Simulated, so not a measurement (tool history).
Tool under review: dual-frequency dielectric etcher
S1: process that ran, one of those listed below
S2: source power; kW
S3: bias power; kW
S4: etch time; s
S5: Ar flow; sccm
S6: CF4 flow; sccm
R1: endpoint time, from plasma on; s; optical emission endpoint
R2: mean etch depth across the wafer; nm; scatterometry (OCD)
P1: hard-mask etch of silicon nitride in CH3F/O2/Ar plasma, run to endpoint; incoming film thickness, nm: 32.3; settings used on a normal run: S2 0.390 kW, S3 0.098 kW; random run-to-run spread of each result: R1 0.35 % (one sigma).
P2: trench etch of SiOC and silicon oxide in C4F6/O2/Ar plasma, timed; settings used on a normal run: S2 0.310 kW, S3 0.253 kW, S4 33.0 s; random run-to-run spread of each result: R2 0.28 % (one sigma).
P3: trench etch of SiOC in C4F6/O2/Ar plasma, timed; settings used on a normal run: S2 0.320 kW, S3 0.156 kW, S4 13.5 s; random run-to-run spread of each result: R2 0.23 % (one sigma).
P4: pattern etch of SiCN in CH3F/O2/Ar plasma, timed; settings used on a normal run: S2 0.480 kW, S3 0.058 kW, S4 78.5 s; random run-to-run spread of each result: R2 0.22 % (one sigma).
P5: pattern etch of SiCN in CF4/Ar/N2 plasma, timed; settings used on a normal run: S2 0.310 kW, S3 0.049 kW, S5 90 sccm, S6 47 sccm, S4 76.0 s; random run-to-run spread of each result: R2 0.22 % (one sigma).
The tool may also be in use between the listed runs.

Run 1, hour 10.6: S1 P1, S2 0.390 kW, S3 0.098 kW. Result: R1 42.265 s.
Run 2, hour 23.4: S1 P4, S2 0.290 kW, S3 0.058 kW, S4 78.5 s. Result: R2 23.766 nm.
Run 3, hour 31.1: S1 P2, S2 0.230 kW, S3 0.253 kW, S4 33.0 s. Result: R2 58.170 nm.
Run 4, hour 45.8: S1 P1, S2 0.500 kW, S3 0.123 kW. Result: R1 35.446 s.
At hour 53.4: bias power generator calibrated.
Run 5, hour 58.4: S1 P1, S2 0.390 kW, S3 0.098 kW. Result: R1 42.424 s.
Run 6, hour 66.8: S1 P1, S2 0.390 kW, S3 0.098 kW. Result: R1 42.186 s.
Run 7, hour 75.3: S1 P3, S2 0.320 kW, S3 0.156 kW, S4 18.5 s. Result: R2 34.841 nm.
Run 8, hour 84.2: S1 P1, S2 0.390 kW, S3 0.075 kW. Result: R1 46.509 s.
Run 9, hour 93.9: S1 P3, S2 0.320 kW, S3 0.156 kW, S4 13.5 s. Result: R2 25.635 nm.
Run 10, hour 102.4: S1 P5, S2 0.310 kW, S3 0.049 kW, S4 94.0 s, S5 90 sccm, S6 47 sccm. Result: R2 48.114 nm.
Run 11, hour 113.6: S1 P5, S2 0.310 kW, S3 0.049 kW, S4 76.0 s, S5 90 sccm, S6 37 sccm. Result: R2 37.099 nm.
Run 12, hour 129.2: S1 P1, S2 0.240 kW, S3 0.124 kW. Result: R1 46.218 s.
Run 13, hour 136.5: S1 P2, S2 0.310 kW, S3 0.253 kW, S4 33.0 s. Result: R2 64.916 nm.
Run 14, hour 150.3: S1 P2, S2 0.310 kW, S3 0.350 kW, S4 33.0 s. Result: R2 72.980 nm.
Run 15, hour 164.1: S1 P3, S2 0.320 kW, S3 0.123 kW, S4 13.5 s. Result: R2 23.771 nm.
Run 16, hour 176.3: S1 P1, S2 0.280 kW, S3 0.098 kW. Result: R1 47.678 s.
Run 17, hour 185.4: S1 P5, S2 0.310 kW, S3 0.059 kW, S4 76.0 s, S5 90 sccm, S6 47 sccm. Result: R2 41.147 nm.
Run 18, hour 197.1: S1 P2, S2 0.310 kW, S3 0.253 kW, S4 19.0 s. Result: R2 37.281 nm.
Run 19, hour 210.8: S1 P1, S2 0.390 kW, S3 0.133 kW. Result: R1 37.865 s.
Run 20, hour 223.9: S1 P4, S2 0.480 kW, S3 0.036 kW, S4 78.5 s. Result: R2 24.831 nm.
Run 21, hour 232.6: S1 P5, S2 0.180 kW, S3 0.049 kW, S4 76.0 s, S5 90 sccm, S6 47 sccm. Result: R2 24.025 nm.

Run 22 has not been measured yet. What should we expect?
Run 22, hour 244.0: S1 P5, S2 0.310 kW, S3 0.049 kW, S4 76.0 s, S5 90 sccm, S6 47 sccm. Result: R2 ?.

R2: 38.723 nm

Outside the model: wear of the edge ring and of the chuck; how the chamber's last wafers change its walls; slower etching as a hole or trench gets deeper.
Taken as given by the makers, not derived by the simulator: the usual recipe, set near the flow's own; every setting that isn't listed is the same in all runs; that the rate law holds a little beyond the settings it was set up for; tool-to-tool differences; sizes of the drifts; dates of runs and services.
